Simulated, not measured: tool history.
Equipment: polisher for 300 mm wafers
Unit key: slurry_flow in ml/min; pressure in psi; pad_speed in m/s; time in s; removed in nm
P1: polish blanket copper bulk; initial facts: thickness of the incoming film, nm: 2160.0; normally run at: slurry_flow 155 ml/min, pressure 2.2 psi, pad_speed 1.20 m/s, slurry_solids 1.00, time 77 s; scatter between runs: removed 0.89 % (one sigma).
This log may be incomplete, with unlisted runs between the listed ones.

| run | hour | slurry_flow | pressure | pad_speed | slurry_solids | time | removed |
|---|---|---|---|---|---|---|---|
| 1 | 2.6 | 155 | 2.2 | 1.20 | 1.00 | 77 | 687.93 |
| 2 | 7.4 | 215 | 2.2 | 1.20 | 0.65 | 77 | 656.84 |
| 3 | 10.8 | 155 | 2.2 | 1.20 | 1.00 | 39 | 349.76 |
| 4 | 14.0 | 95 | 2.2 | 1.20 | 1.00 | 77 | 608.05 |
| 5 | 16.4 | 240 | 2.2 | 1.20 | 1.00 | 77 | 734.64 |
| 6 | 20.4 | 155 | 3.3 | 0.88 | 1.00 | 77 | 758.04 |
| 7 | 22.9 | 155 | 2.2 | 1.20 | 1.00 | 77 | 684.96 |
| 8 | 26.3 | 155 | 2.2 | 1.20 | 0.55 | 77 | 601.75 |
| 9 | 30.3 | 155 | 2.2 | 1.20 | 1.00 | 118 | 1049.90 |
| 10 | 35.3 | 155 | 2.2 | 1.20 | 1.35 | 77 | 744.24 |
| 11 | 38.4 | 155 | 2.2 | 1.20 | 1.00 | 77 | 686.35 |
| 12 | 42.8 | 155 | 2.2 | 1.20 | 1.00 | 77 | 683.91 |
| 13 | 47.6 | 155 | 2.2 | 1.64 | 1.00 | 77 | 949.34 |
| 14 | 51.3 | 155 | 1.0 | 1.20 | 1.00 | 77 | 307.85 |
| 15 | 55.6 | 190 | 2.2 | 1.76 | 1.00 | 77 | 1034.40 |
| 16 | 59.5 | 155 | 2.2 | 0.54 | 1.00 | 77 | 303.70 |
| 17 | 63.2 | 155 | 3.4 | 1.20 | 1.00 | 77 | 1053.50 |
| 18 | 67.7 | 155 | 2.2 | 1.20 | 1.00 | 77 | 681.78 |
| 19 | 71.2 | 155 | 2.2 | 1.20 | 1.00 | 77 | 674.77 |
| 20 | 75.0 | 155 | 2.2 | 1.20 | 1.00 | 77 | 649.75 |
| 21 | 79.5 | 155 | 2.2 | 1.20 | 1.00 | 77 | 647.17 |
| 22 | 82.5 | 155 | 2.2 | 1.20 | 1.00 | 77 | 637.32 |
|  | 85.5 | slurry blender recalibrated |
| 23 | 87.7 | 155 | 2.2 | 1.20 | 1.00 | 77 | 633.05 |
|  | 90.0 | head pressure recalibrated |
| 24 | 91.5 | 155 | 2.2 | 1.20 | 1.00 | 77 | 630.96 |
| 25 | 96.0 | 155 | 2.2 | 1.20 | 1.00 | 77 | 620.94 |
| 26 | 99.1 | 155 | 2.2 | 1.20 | 1.00 | 77 | 618.56 |
| 27 | 104.1 | 155 | 2.2 | 1.20 | 1.00 | 77 | 614.15 |
| 28 | 107.7 | 155 | 2.2 | 1.20 | 1.00 | 77 | 608.71 |
| 29 | 110.2 | 155 | 2.2 | 1.20 | 1.00 | 77 | 622.21 |

The output of P1 has drifted from where it used to be. Each of the 2 causes below, taken at the size shown beside it, accounts for the log equally well:
A: removal rate lost through wear of the pad, % = 10
B: slurry flow missing at the pad, % = 39.2
At approximately hour 67.7, the process output began to creep.
Excluded causes, each with its reason:
head's pressure below its setpoint, %: work on it at hour 90.0, done after the drift set in, did not restore what the process gave before
abrasive missing from the slurry, %: work on it at hour 85.5, done after the drift set in, did not restore what the process gave before

The list below offers 4 check runs, each averaging the results of 2 wafers, and shows each result as a question mark. For which of them would the listed causes give clearly different results?
| check 1 | 112.7 | 155 | 2.2 | 1.20 | 0.60 | 117 | ? |
| check 2 | 112.7 | 155 | 2.2 | 1.20 | 1.25 | 77 | ? |
| check 3 | 112.7 | 95 | 2.2 | 1.20 | 1.00 | 77 | ? |
| check 4 | 112.7 | 155 | 2.2 | 0.90 | 1.00 | 98 | ? |

How each check would come out, cause by cause:
| check | result | if A | if B |
|---|---|---|---|
| check 1 | removed | 843.56 | 843.31 |
| check 2 | removed | 647.94 | 647.74 |
| check 3 | removed | 556.57 | 526.02 |
| check 4 | removed | 589.24 | 589.06 |
Separation of the two closest causes in each check, using whichever result separates them best: check 1 0.03 %; check 2 0.03 %; check 3 5.65 %; check 4 0.03 %
Check 3 is the one run that separates the causes; every other check would come out nearly the same whichever cause is at work.

After running check 3, the following was obtained: removed 532.18 nm. Which cause does this point to?

The correct cause is B, namely: slurry flow missing at the pad, %.

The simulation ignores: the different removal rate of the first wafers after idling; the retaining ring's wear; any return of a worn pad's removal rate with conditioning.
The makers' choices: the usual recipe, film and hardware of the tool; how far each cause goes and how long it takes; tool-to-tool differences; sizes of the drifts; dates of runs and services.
